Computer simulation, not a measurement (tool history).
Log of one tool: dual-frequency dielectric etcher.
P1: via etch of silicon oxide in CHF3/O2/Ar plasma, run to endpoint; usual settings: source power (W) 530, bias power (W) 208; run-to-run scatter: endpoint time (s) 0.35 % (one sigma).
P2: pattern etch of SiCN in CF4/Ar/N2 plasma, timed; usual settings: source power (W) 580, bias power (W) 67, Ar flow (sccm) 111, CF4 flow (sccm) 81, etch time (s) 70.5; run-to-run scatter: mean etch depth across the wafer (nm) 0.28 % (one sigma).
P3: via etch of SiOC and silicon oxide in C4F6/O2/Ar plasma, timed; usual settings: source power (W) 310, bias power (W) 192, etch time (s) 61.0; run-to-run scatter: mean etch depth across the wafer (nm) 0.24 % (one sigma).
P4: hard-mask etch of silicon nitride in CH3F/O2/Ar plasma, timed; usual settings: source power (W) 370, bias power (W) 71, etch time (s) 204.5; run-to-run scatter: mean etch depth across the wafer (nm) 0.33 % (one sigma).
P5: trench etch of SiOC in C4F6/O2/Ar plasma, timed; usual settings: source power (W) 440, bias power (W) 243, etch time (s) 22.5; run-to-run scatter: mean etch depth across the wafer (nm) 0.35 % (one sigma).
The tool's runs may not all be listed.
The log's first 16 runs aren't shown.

| run | hour | process that ran | source power (W) | bias power (W) | etch time (s) | Ar flow (sccm) | CF4 flow (sccm) | hours since the last wet clean | hours since the last source power generator calibration | hours since the last bias power generator calibration | endpoint time (s) | mean etch depth across the wafer (nm) |
|---|---|---|---|---|---|---|---|---|---|---|---|---|
| 17 | 66.2 | P1 | 530 | 208 |  |  |  | 361.6 | 843.8 | 2258.6 | 214.23 |  |
| 18 | 69.7 | P1 | 660 | 167 |  |  |  | 365.1 | 847.3 | 2262.1 | 213.13 |  |
| 19 | 73.3 | P1 | 740 | 147 |  |  |  | 368.7 | 850.9 | 2265.7 | 210.82 |  |
| 20 | 76.1 | P2 | 580 | 67 | 70.5 | 68 | 81 | 371.5 | 853.7 | 2268.5 |  | 79.190 |
| 21 | 78.9 | P1 | 710 | 208 |  |  |  | 374.3 | 856.5 | 2271.3 | 191.82 |  |
| 22 | 81.6 | P3 | 200 | 192 | 61.0 |  |  | 377.0 | 859.2 | 2274.0 |  | 51.836 |
| 23 | 85.1 | P4 | 370 | 71 | 204.5 |  |  | 380.5 | 862.7 | 2277.5 |  | 134.320 |
|  | 87.2 | wet clean of the chamber |
| 24 | 89.5 | P4 | 370 | 71 | 279.5 |  |  | 2.3 | 867.1 | 2281.9 |  | 183.230 |
| 25 | 94.0 | P4 | 370 | 50 | 204.5 |  |  | 6.8 | 871.6 | 2286.4 |  | 119.430 |
| 26 | 99.0 | P5 | 440 | 344 | 22.5 |  |  | 11.8 | 876.6 | 2291.4 |  | 60.655 |
| 27 | 103.7 | P4 | 370 | 71 | 204.5 |  |  | 16.5 | 881.3 | 2296.1 |  | 134.260 |
| 28 | 106.9 | P2 | 800 | 67 | 70.5 | 111 | 81 | 19.7 | 884.5 | 2299.3 |  | 97.896 |
| 29 | 110.9 | P2 | 580 | 67 | 70.5 | 111 | 81 | 23.7 | 888.5 | 2303.3 |  | 73.625 |
| 30 | 116.1 | P2 | 580 | 88 | 70.5 | 111 | 81 | 28.9 | 893.7 | 2308.5 |  | 80.811 |
| 31 | 119.2 | P1 | 530 | 208 |  |  |  | 32.0 | 896.8 | 2311.6 | 213.92 |  |
| 32 | 123.4 | P1 | 530 | 208 |  |  |  | 36.2 | 901.0 | 2315.8 | 217.24 |  |
| 33 | 126.3 | P1 | 530 | 208 |  |  |  | 39.1 | 903.9 | 2318.7 | 215.38 |  |
|  | 131.5 | wet clean of the chamber |
| 34 | 131.6 | P1 | 530 | 208 |  |  |  | 0.1 | 909.2 | 2324.0 | 218.29 |  |
| 35 | 134.5 | P1 | 530 | 208 |  |  |  | 3.0 | 912.1 | 2326.9 | 218.92 |  |
| 36 | 136.9 | P1 | 530 | 208 |  |  |  | 5.4 | 914.5 | 2329.3 | 216.66 |  |

The next listed run, before its measurement:
| 37 | 141.7 | P1 | 530 | 208 |  |  |  | 10.2 | 919.3 | 2334.1 | ? |  |

{"run 37": {"endpoint time (s)": 218.3}}
